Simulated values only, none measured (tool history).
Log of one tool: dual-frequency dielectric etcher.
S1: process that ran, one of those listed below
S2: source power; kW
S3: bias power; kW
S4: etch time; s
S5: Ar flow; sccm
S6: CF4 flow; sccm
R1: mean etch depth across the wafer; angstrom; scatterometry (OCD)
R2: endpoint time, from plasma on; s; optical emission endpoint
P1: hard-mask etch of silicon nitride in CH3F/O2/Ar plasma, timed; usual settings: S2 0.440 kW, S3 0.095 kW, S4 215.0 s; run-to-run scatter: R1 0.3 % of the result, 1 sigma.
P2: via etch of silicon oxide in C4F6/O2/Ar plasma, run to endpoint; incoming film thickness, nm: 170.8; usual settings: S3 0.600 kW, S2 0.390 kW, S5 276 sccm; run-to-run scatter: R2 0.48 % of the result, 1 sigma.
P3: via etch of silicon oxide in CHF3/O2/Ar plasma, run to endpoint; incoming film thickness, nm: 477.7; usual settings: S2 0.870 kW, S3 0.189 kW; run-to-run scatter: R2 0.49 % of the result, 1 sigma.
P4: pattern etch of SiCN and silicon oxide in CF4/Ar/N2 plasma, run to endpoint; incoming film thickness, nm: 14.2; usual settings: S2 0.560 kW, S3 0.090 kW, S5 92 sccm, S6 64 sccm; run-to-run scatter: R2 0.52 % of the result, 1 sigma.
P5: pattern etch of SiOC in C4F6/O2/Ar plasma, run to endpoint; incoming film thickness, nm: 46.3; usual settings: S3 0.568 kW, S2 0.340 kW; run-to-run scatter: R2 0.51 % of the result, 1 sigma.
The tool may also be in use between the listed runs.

run	hour	S1	S2	S3	S4	S5	S6	R1	R2
1	5.2	P1	0.440	0.095	215.0			1740.7	
2	9.9	P5	0.340	0.770					13.2000
3	17.9	P1	0.440	0.057	147.0			1005.9	
4	26.8	P1	0.440	0.095	215.0			1755.7	
5	34.8	P1	0.440	0.127	297.0			2686.1	
6	43.2	P5	0.340	0.568					15.1180
7	48.3	P1	0.440	0.095	215.0			1750.9	
8	54.0	P1	0.440	0.075	286.5			2151.3	
9	63.8	P1	0.440	0.095	215.0			1760.7	
10	69.0	P1	0.440	0.095	280.0			2285.4	
11	78.7	P4	0.560	0.090		92	90		12.1240
12	87.3	P3	0.870	0.149					229.2800
13	94.2	P3	1.230	0.189					187.0300
14	98.8	P4	0.560	0.056		92	64		14.7740
15	105.1	P2	0.390	0.600		276			35.5430
16	112.3	P4	0.790	0.090		92	64		9.3506
# hour 114.9: source power generator calibrated
17	118.3	P1	0.560	0.095	215.0			1914.5	
18	123.8	P1	0.440	0.060	215.0			1498.6	
19	128.7	P1	0.440	0.130	215.0			1968.5	
20	137.8	P2	0.550	0.600		276			31.0110
21	145.1	P3	0.870	0.189					211.6700
22	152.1	P4	0.560	0.090		92	64		12.5980
23	160.4	P2	0.390	0.600		380			36.8580
24	168.3	P5	0.210	0.568					17.8790
25	175.6	P2	0.390	0.600		276			35.4650
26	182.8	P5	0.340	0.568					15.0690
27	187.4	P1	0.310	0.095	215.0			1535.8	
28	195.2	P1	0.440	0.095	147.0			1194.8	
29	201.1	P2	0.390	0.372		276			42.4610
30	208.3	P4	0.560	0.090		127	64		13.2070
31	218.1	P1	0.440	0.095	215.0			1748.9	
32	227.1	P1	0.440	0.095	215.0			1735.4	
33	232.5	P1	0.440	0.095	215.0			1731.9	
34	238.5	P1	0.440	0.095	215.0			1734.3	
35	247.1	P1	0.440	0.095	215.0			1720.6	
36	256.8	P1	0.440	0.095	215.0			1722.7	
37	266.5	P1	0.440	0.095	215.0			1732.1	
38	276.9	P1	0.440	0.095	215.0			1727.6	
# hour 279.1: wet clean of the chamber
39	284.5	P1	0.440	0.095	215.0			1717.3	
40	291.0	P1	0.440	0.095	215.0			1713.0	
41	300.6	P1	0.440	0.095	215.0			1719.5	

What P1 gives has crept away from where it was. These 2 causes fit the log equally well, each at the size given:
A: bias power that arrives under what is set, % = 4.65
B: source power that arrives under what is set, % = 4.48
The creep began at about hour 218.1.
Why every other cause is out:
chamber walls in a state that lowers the etch rate, %: serviced at hour 279.1, which brought nothing back

4 check runs are offered, each on 2 wafers whose results are averaged, their results left as question marks. Which one tells the causes apart?
check 1	310.2	P3	1.220	0.189					?
check 2	310.2	P4	0.560	0.056		92	81		?
check 3	310.2	P5	0.230	0.731					?
check 4	310.2	P2	0.550	0.600		333			?

What each check would give under each cause:
check	result	if A	if B
check 1	R2	190.0000	190.4700
check 2	R2	14.3660	14.7550
check 3	R2	16.0570	16.0160
check 4	R2	32.4240	32.3890
How far apart the two closest causes lie, in the result that separates them most: check 1 0.25 %; check 2 2.68 %; check 3 0.26 %; check 4 0.11 %
Check 2 tells the causes apart: in the others they would give nearly the same result.

Then check 2 was run and gave: R2 14.8610 s. Which cause is it?

It is B: source power that arrives under what is set, %.

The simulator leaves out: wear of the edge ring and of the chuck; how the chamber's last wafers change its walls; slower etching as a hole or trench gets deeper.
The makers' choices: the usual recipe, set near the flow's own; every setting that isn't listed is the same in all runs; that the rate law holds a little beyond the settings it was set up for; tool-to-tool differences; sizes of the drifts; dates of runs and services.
